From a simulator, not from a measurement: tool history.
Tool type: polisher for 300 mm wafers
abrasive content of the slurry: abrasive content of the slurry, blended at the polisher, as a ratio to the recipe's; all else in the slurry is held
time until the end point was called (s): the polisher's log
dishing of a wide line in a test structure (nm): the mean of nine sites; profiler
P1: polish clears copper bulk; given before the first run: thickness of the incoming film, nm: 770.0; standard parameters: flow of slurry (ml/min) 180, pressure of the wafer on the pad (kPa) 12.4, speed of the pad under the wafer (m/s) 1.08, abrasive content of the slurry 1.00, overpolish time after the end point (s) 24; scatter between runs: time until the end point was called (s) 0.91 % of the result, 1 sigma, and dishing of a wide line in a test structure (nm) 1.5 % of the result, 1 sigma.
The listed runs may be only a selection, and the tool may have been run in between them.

run    day  flow of slurry (ml/min)  pressure of the wafer on the pad (kPa)  speed of the pad under the wafer (m/s)  abrasive content of the slurry  overpolish time after the end point (s)  time until the end point was called (s)  dishing of a wide line in a test structure (nm)
  1  0.217                      180                                    12.4                                    1.08                            1.00                                       24                                  123.900                                           51.288
  2  0.358                      180                                    12.4                                    1.08                            0.65                                       24                                  138.130                                           49.744
  3  0.621                      180                                    12.4                                    1.08                            1.00                                       24                                  124.240                                           50.094
  4  0.796                      180                                    12.4                                    1.08                            1.25                                       13                                  118.470                                           39.799
  5  1.004                      180                                    12.4                                    1.08                            1.00                                       45                                  123.130                                           59.913
  6  1.175                      180                                    12.4                                    1.54                            1.00                                       24                                   86.720                                           55.457
  7  1.412                      110                                    12.4                                    1.08                            1.00                                       24                                  137.190                                           49.605
  8  1.683                      285                                    12.4                                    1.08                            1.00                                       24                                  116.470                                           51.778
  9  1.838                      180                                    17.2                                    1.08                            1.00                                       24                                   89.480                                           60.684
 10  2.017                      180                                    12.4                                    1.08                            1.45                                       24                                  117.130                                           53.247
 11  2.217                      180                                    12.4                                    1.08                            1.00                                       24                                  123.710                                           52.004
 12  2.392                      240                                    12.4                                    1.58                            1.00                                       24                                   83.059                                           58.301
 13  2.617                      180                                    12.4                                    1.08                            1.00                                        7                                  125.830                                           26.095
 14  2.854                      180                                    12.4                                    1.08                            1.00                                       24                                  123.990                                           51.810
 15  3.012                      180                                    12.4                                    0.76                            1.00                                       24                                  179.430                                           44.530
 16  3.292                      180                                     5.5                                    1.08                            1.00                                       24                                  279.640                                           31.766
 17  3.458                      180                                    12.4                                    1.08                            1.00                                       24                                  123.510                                           51.383
 18  3.658                      180                                    12.4                                    1.08                            1.00                                       24                                  125.550                                           51.092
 19  3.871                      180                                    12.4                                    1.08                            1.00                                       24                                  128.730                                           49.817
 20  4.100                      180                                    12.4                                    1.08                            1.00                                       24                                  129.820                                           49.859
 21  4.292                      180                                    12.4                                    1.08                            1.00                                       24                                  132.370                                           49.868
 22  4.442                      180                                    12.4                                    1.08                            1.00                                       24                                  131.850                                           49.425
     4.512  -- head pressure recalibrated
 23  4.579                      180                                    12.4                                    1.08                            1.00                                       24                                  131.840                                           51.633
     4.600  -- worn pad replaced by a new one
 24  4.729                      180                                    12.4                                    1.08                            1.00                                       24                                  134.540                                           50.165

Run 25 is up next; what results do you expect?
 25  4.888                      180                                    12.4                                    1.08                            1.00                                       24                                        ?                                                ?

{"run 25": {"time until the end point was called (s)": 134.58, "dishing of a wide line in a test structure (nm)": 50.428}}
